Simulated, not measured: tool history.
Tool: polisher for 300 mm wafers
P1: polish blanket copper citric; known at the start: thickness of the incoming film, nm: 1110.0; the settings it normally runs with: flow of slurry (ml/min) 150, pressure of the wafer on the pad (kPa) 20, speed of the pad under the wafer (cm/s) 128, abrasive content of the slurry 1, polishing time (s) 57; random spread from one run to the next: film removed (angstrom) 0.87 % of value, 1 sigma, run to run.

run   hour  flow of slurry (ml/min)  pressure of the wafer on the pad (kPa)  speed of the pad under the wafer (cm/s)  abrasive content of the slurry  polishing time (s)  film removed (angstrom)
  1    4.4                      150                                      20                                      128                               1                  57                   1310.2
  2    8.8                      150                                      20                                       58                               1                  57                   614.58
  3   12.5                      150                                      20                                       96                             1.4                  57                   1063.6
      14.6  -- slurry nozzle cleaned
  4   15.6                      150                                      20                                      128                               1                  81                   1831.3
  5   20.7                       90                                      20                                      128                               1                  57                     1168
  6   26.4                      150                                    15.2                                      128                               1                  57                   996.41
  7   29.8                      150                                      20                                      128                               1                  57                   1301.9
  8   35.9                      150                                      20                                      128                               1                  57                   1314.4
  9   40.4                       90                                      20                                      128                               1                  34                    688.3
 10     46                      150                                      20                                      128                             1.4                  57                   1400.6
 11   52.3                      225                                      20                                      128                               1                  57                   1350.4
 12   55.8                      150                                      20                                      128                               1                  57                   1307.8
 13   59.3                      150                                      20                                      182                               1                  57                   1856.1
 14   62.4                      150                                      20                                      128                               1                  26                   589.15
 15   68.6                      150                                      20                                      128                               1                  57                   1310.1
 16   73.2                      150                                      20                                      128                             0.6                  57                   1166.3
 17   80.2                      150                                      29                                      128                               1                  57                   1879.6
 18   83.9                      150                                      20                                      128                               1                  57                   1298.3
 19   91.1                      150                                      20                                      128                               1                  57                   1293.1
 20   95.8                      150                                      20                                      128                               1                  57                   1267.2
 21   99.6                      150                                      20                                      128                               1                  57                   1229.2
 22  104.9                      150                                      20                                      128                               1                  57                   1224.7
     107.8  -- head pressure recalibrated
     110.5  -- slurry blender recalibrated
 23    111                      150                                      20                                      128                               1                  57                   1201.9
 24  118.2                      150                                      20                                      128                               1                  57                   1200.8
 25  123.7                      150                                      20                                      128                               1                  57                   1192.5

Compared with where it was, what P1 gives has crept away. Each cause listed below fits the log as well as the rest, at the size given for it:
A: removal rate lost through wear of the pad, % = 8.31
B: slurry flow missing at the pad, % = 33.9
The drift started at roughly hour 91.1.
All other causes, with the reason each is excluded:
head's pressure below its setpoint, %: serviced after onset, at hour 107.8, with no recovery of the prior output
abrasive missing from the slurry, %: serviced after onset, at hour 110.5, with no recovery of the prior output

4 check runs are offered, each on 2 wafers whose results are averaged, their results left as question marks. Which one tells the causes apart?
check 1  129.2                      150                                      29                                       58                               1                  57                        ?
check 2  129.2                      150                                      20                                       86                             1.3                  57                        ?
check 3  129.2                       90                                    24.1                                      128                               1                  57                        ?
check 4  129.2                      150                                      20                                      128                               1                  27                        ?

Check results expected under each cause:
  check                   result    if A    if B
check 1  film removed (angstrom)  792.45   792.6
check 2  film removed (angstrom)  858.39  858.56
check 3  film removed (angstrom)  1285.6  1225.1
check 4  film removed (angstrom)   566.2  566.31
Distance between the nearest two causes, measured in the result of the check that separates them most: check 1 0.02 %; check 2 0.02 %; check 3 4.83 %; check 4 0.02 %
Check 3 is the one run that separates the causes; every other check would come out nearly the same whichever cause is at work.

Running check 3 produced the following: film removed (angstrom) 1237.3. Which one of the listed causes fits?

The correct cause is B, namely: slurry flow missing at the pad, %.
